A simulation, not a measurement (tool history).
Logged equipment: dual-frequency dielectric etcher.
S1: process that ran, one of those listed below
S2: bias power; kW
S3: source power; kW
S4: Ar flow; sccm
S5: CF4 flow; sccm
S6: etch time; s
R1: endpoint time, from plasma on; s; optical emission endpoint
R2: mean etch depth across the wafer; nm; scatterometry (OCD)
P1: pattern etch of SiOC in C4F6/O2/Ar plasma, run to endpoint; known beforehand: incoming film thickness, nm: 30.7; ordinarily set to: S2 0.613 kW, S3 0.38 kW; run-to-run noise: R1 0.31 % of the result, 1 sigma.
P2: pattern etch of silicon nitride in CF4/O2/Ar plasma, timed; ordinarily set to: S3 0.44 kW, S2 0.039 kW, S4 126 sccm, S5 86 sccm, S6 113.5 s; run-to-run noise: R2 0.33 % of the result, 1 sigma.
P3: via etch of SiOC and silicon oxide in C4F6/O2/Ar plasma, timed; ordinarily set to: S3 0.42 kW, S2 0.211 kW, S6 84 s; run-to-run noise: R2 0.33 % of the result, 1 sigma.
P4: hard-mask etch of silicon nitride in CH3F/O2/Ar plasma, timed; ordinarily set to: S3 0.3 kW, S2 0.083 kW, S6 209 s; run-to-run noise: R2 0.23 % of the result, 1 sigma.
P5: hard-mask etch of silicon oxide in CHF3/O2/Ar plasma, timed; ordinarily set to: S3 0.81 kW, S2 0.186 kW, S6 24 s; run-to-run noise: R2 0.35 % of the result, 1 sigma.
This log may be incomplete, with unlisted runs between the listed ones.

{"run": 1, "day": 0.246, "S1": "P1", "S2": 0.613, "S3": 0.38, "R1": 9.8116}
{"run": 2, "day": 0.396, "S1": "P2", "S2": 0.039, "S3": 0.44, "S4": 126, "S5": 119, "S6": 113.5, "R2": 182.26}
{"run": 3, "day": 0.583, "S1": "P5", "S2": 0.115, "S3": 0.81, "S6": 24, "R2": 45.595}
{"run": 4, "day": 0.721, "S1": "P4", "S2": 0.083, "S3": 0.3, "S6": 161, "R2": 106.29}
{"run": 5, "day": 0.921, "S1": "P1", "S2": 0.613, "S3": 0.38, "R1": 9.8225}
{"run": 6, "day": 1.133, "S1": "P5", "S2": 0.186, "S3": 0.81, "S6": 15, "R2": 33.06}
{"run": 7, "day": 1.267, "S1": "P3", "S2": 0.211, "S3": 0.42, "S6": 123.5, "R2": 151.28}
{"run": 8, "day": 1.521, "S1": "P1", "S2": 0.613, "S3": 0.29, "R1": 10.834}
{"run": 9, "day": 1.662, "S1": "P5", "S2": 0.186, "S3": 0.81, "S6": 24, "R2": 53.084}
{"run": 10, "day": 1.808, "S1": "P3", "S2": 0.211, "S3": 0.28, "S6": 84, "R2": 87.939}
{"run": 11, "day": 1.967, "S1": "P1", "S2": 0.613, "S3": 0.38, "R1": 9.8518}
{"run": 12, "day": 2.204, "S1": "P2", "S2": 0.039, "S3": 0.44, "S4": 126, "S5": 86, "S6": 113.5, "R2": 174.32}
{"run": 13, "day": 2.367, "S1": "P2", "S2": 0.039, "S3": 0.44, "S4": 126, "S5": 86, "S6": 153.5, "R2": 236.37}
{"run": 14, "day": 2.5, "S1": "P5", "S2": 0.186, "S3": 0.55, "S6": 24, "R2": 45.859}
{"run": 15, "day": 2.729, "S1": "P1", "S2": 0.613, "S3": 0.38, "R1": 9.8798}
{"run": 16, "day": 2.888, "S1": "P4", "S2": 0.083, "S3": 0.3, "S6": 209, "R2": 138.11}
{"run": 17, "day": 3.129, "S1": "P3", "S2": 0.299, "S3": 0.42, "S6": 84, "R2": 116.02}
{"run": 18, "day": 3.271, "S1": "P2", "S2": 0.039, "S3": 0.44, "S4": 126, "S5": 86, "S6": 113.5, "R2": 174.7}
{"run": 19, "day": 3.438, "S1": "P4", "S2": 0.117, "S3": 0.3, "S6": 209, "R2": 156.89}
{"run": 20, "day": 3.608, "S1": "P1", "S2": 0.613, "S3": 0.38, "R1": 9.8552}
{"run": 21, "day": 3.738, "S1": "P3", "S2": 0.211, "S3": 0.42, "S6": 84, "R2": 102.74}
{"run": 22, "day": 3.979, "S1": "P5", "S2": 0.186, "S3": 0.81, "S6": 24, "R2": 52.743}
{"run": 23, "day": 4.183, "S1": "P1", "S2": 0.832, "S3": 0.38, "R1": 8.7264}
{"run": 24, "day": 4.333, "S1": "P1", "S2": 0.613, "S3": 0.52, "R1": 8.7352}
{"run": 25, "day": 4.512, "S1": "P2", "S2": 0.053, "S3": 0.44, "S4": 126, "S5": 86, "S6": 113.5, "R2": 197.9}
{"run": 26, "day": 4.738, "S1": "P4", "S2": 0.083, "S3": 0.3, "S6": 209, "R2": 137.56}

Expected results for the next run?
{"run": 27, "day": 4.954, "S1": "P4", "S2": 0.083, "S3": 0.22, "S6": 209, "R2": "?"}

Run 27 yielded R2 122.83 nm.

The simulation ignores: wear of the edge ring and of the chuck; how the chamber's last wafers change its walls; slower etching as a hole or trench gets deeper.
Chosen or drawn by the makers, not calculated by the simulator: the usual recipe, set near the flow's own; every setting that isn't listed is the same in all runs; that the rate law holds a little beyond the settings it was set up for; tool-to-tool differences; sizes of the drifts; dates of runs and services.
